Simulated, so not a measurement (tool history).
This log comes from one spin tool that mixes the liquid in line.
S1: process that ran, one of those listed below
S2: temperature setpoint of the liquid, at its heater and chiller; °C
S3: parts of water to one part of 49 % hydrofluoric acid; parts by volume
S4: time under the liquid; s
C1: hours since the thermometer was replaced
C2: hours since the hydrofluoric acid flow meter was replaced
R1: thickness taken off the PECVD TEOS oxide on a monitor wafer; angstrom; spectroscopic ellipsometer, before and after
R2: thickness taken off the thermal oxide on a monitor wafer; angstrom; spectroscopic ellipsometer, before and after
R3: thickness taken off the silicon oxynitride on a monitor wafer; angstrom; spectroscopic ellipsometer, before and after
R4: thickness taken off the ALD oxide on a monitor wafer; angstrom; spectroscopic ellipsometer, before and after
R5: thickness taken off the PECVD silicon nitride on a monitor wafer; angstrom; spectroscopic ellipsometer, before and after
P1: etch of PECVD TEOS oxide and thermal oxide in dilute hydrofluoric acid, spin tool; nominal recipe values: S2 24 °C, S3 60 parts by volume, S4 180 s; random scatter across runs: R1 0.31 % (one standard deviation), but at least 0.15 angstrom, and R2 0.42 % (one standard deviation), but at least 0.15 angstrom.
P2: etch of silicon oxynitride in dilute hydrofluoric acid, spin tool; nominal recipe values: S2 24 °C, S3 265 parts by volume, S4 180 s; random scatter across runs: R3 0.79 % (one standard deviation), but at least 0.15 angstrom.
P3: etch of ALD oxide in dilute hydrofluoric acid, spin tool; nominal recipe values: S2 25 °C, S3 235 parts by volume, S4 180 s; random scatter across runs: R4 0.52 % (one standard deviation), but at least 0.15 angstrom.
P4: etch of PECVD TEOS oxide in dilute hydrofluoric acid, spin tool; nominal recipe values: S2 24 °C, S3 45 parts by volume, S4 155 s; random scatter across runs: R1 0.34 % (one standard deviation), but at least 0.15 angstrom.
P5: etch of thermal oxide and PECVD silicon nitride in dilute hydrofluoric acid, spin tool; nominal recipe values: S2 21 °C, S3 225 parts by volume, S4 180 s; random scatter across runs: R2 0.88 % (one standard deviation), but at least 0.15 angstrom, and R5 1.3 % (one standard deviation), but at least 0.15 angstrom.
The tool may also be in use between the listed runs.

Run 1, hour 4.2: S1 P1, S2 24 °C, S3 60 parts by volume, S4 180 s; C1 1020.4; C2 337.4. Result: R1 288.13 angstrom, R2 151.33 angstrom.
Run 2, hour 9.4: S1 P1, S2 20 °C, S3 60 parts by volume, S4 335 s; C1 1025.6; C2 342.6. Result: R1 453.91 angstrom, R2 237.13 angstrom.
Run 3, hour 13.7: S1 P2, S2 28 °C, S3 265 parts by volume, S4 180 s; C1 1029.9; C2 346.9. Result: R3 30.861 angstrom.
Run 4, hour 18.1: S1 P3, S2 21 °C, S3 235 parts by volume, S4 180 s; C1 1034.3; C2 351.3. Result: R4 105.66 angstrom.
Run 5, hour 24.7: S1 P2, S2 24 °C, S3 95 parts by volume, S4 180 s; C1 1040.9; C2 357.9. Result: R3 82.367 angstrom.
Run 6, hour 27.9: S1 P1, S2 31.5 °C, S3 60 parts by volume, S4 40 s; C1 1044.1; C2 361.1. Result: R1 86.379 angstrom, R2 44.918 angstrom.
Run 7, hour 31.9: S1 P1, S2 24 °C, S3 30 parts by volume, S4 180 s; C1 1048.1; C2 365.1. Result: R1 601.71 angstrom, R2 314.79 angstrom.
Run 8, hour 36.9: S1 P1, S2 24 °C, S3 60 parts by volume, S4 180 s; C1 1053.1; C2 370.1. Result: R1 287.4 angstrom, R2 150.83 angstrom.
Run 9, hour 43.3: S1 P1, S2 24 °C, S3 60 parts by volume, S4 345 s; C1 1059.5; C2 376.5. Result: R1 555.36 angstrom, R2 288.2 angstrom.
Run 10, hour 48.5: S1 P5, S2 21 °C, S3 225 parts by volume, S4 180 s; C1 1064.7; C2 381.7. Result: R2 28.76 angstrom, R5 19.42 angstrom.
Run 11, hour 53.5: S1 P4, S2 24 °C, S3 45 parts by volume, S4 155 s; C1 1069.7; C2 386.7. Result: R1 317.71 angstrom.
Run 12, hour 59.4: S1 P1, S2 30.5 °C, S3 60 parts by volume, S4 180 s; C1 1075.6; C2 392.6. Result: R1 374.31 angstrom, R2 193.99 angstrom.
Run 13, hour 64.6: S1 P3, S2 25 °C, S3 100 parts by volume, S4 180 s; C1 1080.8; C2 397.8. Result: R4 337.78 angstrom.
Run 14, hour 67.8: S1 P1, S2 24 °C, S3 60 parts by volume, S4 15 s; C1 1084; C2 401. Result: R1 24.061 angstrom, R2 12.489 angstrom.
Run 15, hour 73.4: S1 P3, S2 25 °C, S3 235 parts by volume, S4 15 s; C1 1089.6; C2 406.6. Result: R4 10.37 angstrom.
Run 16, hour 77.6: S1 P4, S2 24 °C, S3 45 parts by volume, S4 270 s; C1 1093.8; C2 410.8. Result: R1 550.44 angstrom.
Run 17, hour 81.8: S1 P2, S2 24 °C, S3 265 parts by volume, S4 180 s; C1 1098; C2 415. Result: R3 26.139 angstrom.
Run 18, hour 88.3: S1 P1, S2 24 °C, S3 60 parts by volume, S4 180 s; C1 1104.5; C2 421.5. Result: R1 287.31 angstrom, R2 149.93 angstrom.
Run 19, hour 92.8: S1 P1, S2 24 °C, S3 60 parts by volume, S4 180 s; C1 1109; C2 426. Result: R1 288.84 angstrom, R2 151.91 angstrom.
Run 20, hour 98: S1 P4, S2 24 °C, S3 70 parts by volume, S4 155 s; C1 1114.2; C2 431.2. Result: R1 198 angstrom.
Run 21, hour 101.6: S1 P1, S2 24 °C, S3 85 parts by volume, S4 180 s; C1 1117.8; C2 434.8. Result: R1 198.12 angstrom, R2 102.69 angstrom.
Run 22, hour 108.1: S1 P3, S2 25 °C, S3 235 parts by volume, S4 180 s; C1 1124.3; C2 441.3. Result: R4 122.66 angstrom.
Run 23, hour 111.2: S1 P1, S2 24 °C, S3 60 parts by volume, S4 180 s; C1 1127.4; C2 444.4. Result: R1 289.13 angstrom, R2 150.49 angstrom.
Run 24, hour 117.4: S1 P5, S2 21 °C, S3 225 parts by volume, S4 355 s; C1 1133.6; C2 450.6. Result: R2 58.689 angstrom, R5 38.644 angstrom.
Run 25, hour 122.5: S1 P4, S2 28 °C, S3 45 parts by volume, S4 155 s; C1 1138.7; C2 455.7. Result: R1 373.27 angstrom.
Run 26, hour 127.5: S1 P2, S2 24 °C, S3 265 parts by volume, S4 270 s; C1 1143.7; C2 460.7. Result: R3 39.03 angstrom.
Run 27, hour 131: S1 P1, S2 24 °C, S3 60 parts by volume, S4 180 s; C1 1147.2; C2 464.2. Result: R1 289.57 angstrom, R2 150.24 angstrom.
Run 28, hour 136: S1 P5, S2 17 °C, S3 225 parts by volume, S4 180 s; C1 1152.2; C2 469.2. Result: R2 25.01 angstrom, R5 14.721 angstrom.
Run 29, hour 141.5: S1 P5, S2 21 °C, S3 370 parts by volume, S4 180 s; C1 1157.7; C2 474.7. Result: R2 15.76 angstrom, R5 11.973 angstrom.
Run 30, hour 144.5: S1 P1, S2 17 °C, S3 105 parts by volume, S4 180 s; C1 1160.7; C2 477.7. Result: R1 117.61 angstrom, R2 61.238 angstrom.
Run 31, hour 147.3: S1 P1, S2 18.5 °C, S3 60 parts by volume, S4 180 s; C1 1163.5; C2 480.5. Result: R1 230.54 angstrom, R2 120.26 angstrom.
Run 32, hour 152.2: S1 P1, S2 24 °C, S3 60 parts by volume, S4 180 s; C1 1168.4; C2 485.4. Result: R1 289.93 angstrom, R2 150.1 angstrom.

The next listed run, before its measurement:
Run 33, hour 158.6: S1 P1, S2 24 °C, S3 60 parts by volume, S4 180 s; C1 1174.8; C2 491.8. Result: R1 ?, R2 ?.

R1: 280.17 angstrom
R2: 146.07 angstrom
